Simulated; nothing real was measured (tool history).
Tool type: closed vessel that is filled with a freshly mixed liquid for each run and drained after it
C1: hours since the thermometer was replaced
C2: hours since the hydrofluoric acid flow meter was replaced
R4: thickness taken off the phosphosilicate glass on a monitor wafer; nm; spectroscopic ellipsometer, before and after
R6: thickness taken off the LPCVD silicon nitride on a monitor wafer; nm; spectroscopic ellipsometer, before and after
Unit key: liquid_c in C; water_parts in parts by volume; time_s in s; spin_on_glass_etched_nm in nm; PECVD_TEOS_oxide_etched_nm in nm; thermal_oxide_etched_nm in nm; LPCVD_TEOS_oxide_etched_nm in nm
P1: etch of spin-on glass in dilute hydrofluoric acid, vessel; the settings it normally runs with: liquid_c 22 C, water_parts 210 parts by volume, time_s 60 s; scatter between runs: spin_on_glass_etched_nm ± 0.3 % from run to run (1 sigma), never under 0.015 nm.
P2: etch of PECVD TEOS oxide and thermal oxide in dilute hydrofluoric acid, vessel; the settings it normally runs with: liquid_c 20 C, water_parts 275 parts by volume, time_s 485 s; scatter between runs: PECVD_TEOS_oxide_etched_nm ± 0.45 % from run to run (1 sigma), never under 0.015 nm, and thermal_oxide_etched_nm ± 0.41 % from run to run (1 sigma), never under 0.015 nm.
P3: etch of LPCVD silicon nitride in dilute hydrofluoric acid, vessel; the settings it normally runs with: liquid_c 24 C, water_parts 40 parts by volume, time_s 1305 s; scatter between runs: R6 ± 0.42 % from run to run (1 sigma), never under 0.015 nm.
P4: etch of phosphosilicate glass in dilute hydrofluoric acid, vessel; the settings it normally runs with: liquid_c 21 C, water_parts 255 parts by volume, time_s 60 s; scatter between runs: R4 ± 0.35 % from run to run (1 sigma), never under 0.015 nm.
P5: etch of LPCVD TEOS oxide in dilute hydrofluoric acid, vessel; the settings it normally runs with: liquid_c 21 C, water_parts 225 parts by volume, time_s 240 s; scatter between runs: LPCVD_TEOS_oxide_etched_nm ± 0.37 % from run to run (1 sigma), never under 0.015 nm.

run 1 hour=12.0 | process=P1 liquid_c=22 water_parts=210 time_s=60 | C1=1109.3 C2=499.1 | spin_on_glass_etched_nm=10.1300
run 2 hour=22.4 | process=P1 liquid_c=22 water_parts=210 time_s=60 | C1=1119.7 C2=509.5 | spin_on_glass_etched_nm=10.0510
run 3 hour=33.5 | process=P2 liquid_c=20 water_parts=275 time_s=485 | C1=1130.8 C2=520.6 | PECVD_TEOS_oxide_etched_nm=15.931 thermal_oxide_etched_nm=5.9905
run 4 hour=43.9 | process=P4 liquid_c=21 water_parts=255 time_s=60 | C1=1141.2 C2=531.0 | R4=16.4010
run 5 hour=55.5 | process=P1 liquid_c=17 water_parts=210 time_s=30 | C1=1152.8 C2=542.6 | spin_on_glass_etched_nm=4.1743
run 6 hour=65.5 | process=P1 liquid_c=22 water_parts=210 time_s=60 | C1=1162.8 C2=552.6 | spin_on_glass_etched_nm=10.0560
run 7 hour=78.2 | process=P1 liquid_c=22 water_parts=210 time_s=60 | C1=1175.5 C2=565.3 | spin_on_glass_etched_nm=10.1110
run 8 hour=84.1 | process=P2 liquid_c=20 water_parts=40 time_s=485 | C1=1181.4 C2=571.2 | PECVD_TEOS_oxide_etched_nm=140.510 thermal_oxide_etched_nm=52.8520
run 9 hour=95.6 | process=P2 liquid_c=20 water_parts=275 time_s=945 | C1=1192.9 C2=582.7 | PECVD_TEOS_oxide_etched_nm=31.351 thermal_oxide_etched_nm=11.7520
run 10 hour=105.5 | process=P4 liquid_c=21 water_parts=255 time_s=30 | C1=1202.8 C2=592.6 | R4=8.2068
run 11 hour=118.3 | process=P1 liquid_c=22 water_parts=315 time_s=60 | C1=1215.6 C2=605.4 | spin_on_glass_etched_nm=6.1244
run 12 hour=126.9 | process=P5 liquid_c=17 water_parts=225 time_s=240 | C1=1224.2 C2=614.0 | LPCVD_TEOS_oxide_etched_nm=39.084
run 13 hour=134.1 | process=P1 liquid_c=22 water_parts=210 time_s=35 | C1=1231.4 C2=621.2 | spin_on_glass_etched_nm=5.9141
run 14 hour=145.4 | process=P4 liquid_c=21 water_parts=95 time_s=60 | C1=1242.7 C2=632.5 | R4=52.2210
run 15 hour=152.8 | process=P5 liquid_c=21 water_parts=225 time_s=240 | C1=1250.1 C2=639.9 | LPCVD_TEOS_oxide_etched_nm=45.443
run 16 hour=162.4 | process=P3 liquid_c=24 water_parts=40 time_s=2545 | C1=1259.7 C2=649.5 | R6=33.2220
run 17 hour=174.2 | process=P3 liquid_c=17 water_parts=40 time_s=1305 | C1=1271.5 C2=661.3 | R6=10.4690
run 18 hour=186.7 | process=P1 liquid_c=30 water_parts=210 time_s=60 | C1=1284.0 C2=673.8 | spin_on_glass_etched_nm=13.4480
run 19 hour=194.8 | process=P1 liquid_c=22 water_parts=210 time_s=110 | C1=1292.1 C2=681.9 | spin_on_glass_etched_nm=18.6650
run 20 hour=203.5 | process=P1 liquid_c=22 water_parts=210 time_s=60 | C1=1300.8 C2=690.6 | spin_on_glass_etched_nm=10.0860
run 21 hour=216.0 | process=P2 liquid_c=17 water_parts=275 time_s=485 | C1=1313.3 C2=703.1 | PECVD_TEOS_oxide_etched_nm=14.304 thermal_oxide_etched_nm=5.3826
run 22 hour=224.9 | process=P3 liquid_c=24 water_parts=40 time_s=1305 | C1=1322.2 C2=712.0 | R6=16.9890
run 23 hour=234.7 | process=P1 liquid_c=17 water_parts=60 time_s=60 | C1=1332.0 C2=721.8 | spin_on_glass_etched_nm=33.8350
run 24 hour=244.3 | process=P1 liquid_c=22 water_parts=85 time_s=60 | C1=1341.6 C2=731.4 | spin_on_glass_etched_nm=28.6790
run 25 hour=251.6 | process=P1 liquid_c=22 water_parts=210 time_s=60 | C1=1348.9 C2=738.7 | spin_on_glass_etched_nm=10.1250
run 26 hour=258.4 | process=P5 liquid_c=21 water_parts=225 time_s=455 | C1=1355.7 C2=745.5 | LPCVD_TEOS_oxide_etched_nm=86.482
run 27 hour=266.0 | process=P5 liquid_c=21 water_parts=55 time_s=240 | C1=1363.3 C2=753.1 | LPCVD_TEOS_oxide_etched_nm=223.250
run 28 hour=272.4 | process=P1 liquid_c=17 water_parts=210 time_s=60 | C1=1369.7 C2=759.5 | spin_on_glass_etched_nm=8.3656
run 29 hour=282.0 | process=P3 liquid_c=24 water_parts=40 time_s=1305 | C1=1379.3 C2=769.1 | R6=17.0770
run 30 hour=292.7 | process=P3 liquid_c=24 water_parts=70 time_s=1305 | C1=1390.0 C2=779.8 | R6=9.7925
run 31 hour=304.7 | process=P4 liquid_c=17 water_parts=255 time_s=60 | C1=1402.0 C2=791.8 | R4=14.0790
run 32 hour=312.5 | process=P1 liquid_c=22 water_parts=350 time_s=90 | C1=1409.8 C2=799.6 | spin_on_glass_etched_nm=7.9541
run 33 hour=322.4 | process=P1 liquid_c=22 water_parts=210 time_s=60 | C1=1419.7 C2=809.5 | spin_on_glass_etched_nm=10.1120
run 34 hour=329.7 | process=P1 liquid_c=22 water_parts=210 time_s=60 | C1=1427.0 C2=816.8 | spin_on_glass_etched_nm=10.3560
run 35 hour=338.6 | process=P1 liquid_c=22 water_parts=210 time_s=60 | C1=1435.9 C2=825.7 | spin_on_glass_etched_nm=10.5640
run 36 hour=348.5 | process=P1 liquid_c=22 water_parts=210 time_s=60 | C1=1445.8 C2=835.6 | spin_on_glass_etched_nm=10.7300
run 37 hour=355.9 | process=P1 liquid_c=22 water_parts=210 time_s=60 | C1=1453.2 C2=843.0 | spin_on_glass_etched_nm=10.7540
run 38 hour=365.7 | process=P1 liquid_c=22 water_parts=210 time_s=60 | C1=1463.0 C2=852.8 | spin_on_glass_etched_nm=10.8370
run 39 hour=378.6 | process=P1 liquid_c=22 water_parts=210 time_s=60 | C1=1475.9 C2=865.7 | spin_on_glass_etched_nm=10.9440
run 40 hour=390.4 | process=P1 liquid_c=22 water_parts=210 time_s=60 | C1=1487.7 C2=877.5 | spin_on_glass_etched_nm=10.9280
run 41 hour=400.9 | process=P1 liquid_c=22 water_parts=210 time_s=60 | C1=1498.2 C2=888.0 | spin_on_glass_etched_nm=10.9770
run 42 hour=411.4 | process=P1 liquid_c=22 water_parts=210 time_s=60 | C1=1508.7 C2=898.5 | spin_on_glass_etched_nm=11.0170
run 43 hour=420.0 | process=P1 liquid_c=22 water_parts=210 time_s=60 | C1=1517.3 C2=907.1 | spin_on_glass_etched_nm=10.9790

Something has made what P1 gives creep away from where it was; the 2 causes below, each at its own stated size, fit the log equally well:
A: liquid hotter than its thermometer reads (K) = 2.27
B: hydrofluoric acid flow above the setpoint (%) = 7.2
The drift started at roughly hour 322.4.

The check runs listed below each take one wafer, and their results are still question marks. Under which run would the listed causes lead to clearly different results?
run check 1 hour=428.6 | process=P4 liquid_c=17.5 water_parts=255 time_s=30 | R4=?
run check 2 hour=428.6 | process=P2 liquid_c=17.0 water_parts=275 time_s=675 | PECVD_TEOS_oxide_etched_nm=? thermal_oxide_etched_nm=?
run check 3 hour=428.6 | process=P5 liquid_c=18.0 water_parts=225 time_s=240 | LPCVD_TEOS_oxide_etched_nm=?
run check 4 hour=428.6 | process=P3 liquid_c=17.5 water_parts=40 time_s=2540 | R6=?

How each check would come out, cause by cause:
check=check_1 result=R4 if_A=7.8174 if_B=7.8048
check=check_2 result=PECVD_TEOS_oxide_etched_nm if_A=21.612 if_B=21.601
check=check_2 result=thermal_oxide_etched_nm if_A=8.1853 if_B=8.1813
check=check_3 result=LPCVD_TEOS_oxide_etched_nm if_A=44.305 if_B=44.136
check=check_4 result=R6 if_A=24.7450 if_B=22.5520
Smallest distance between any two causes, each pair judged by its most separating result, in per cent: check 1 0.16 %; check 2 0.05 %; check 3 0.38 %; check 4 9.28 %
Only in check 4 would the causes give clearly different results; in the remaining checks their results would be nearly the same.

Check 4 has now been run. It gave: R6 22.6620 nm. Which of the candidate causes is it?

Of the candidate causes, it is B: hydrofluoric acid flow above the setpoint (%).
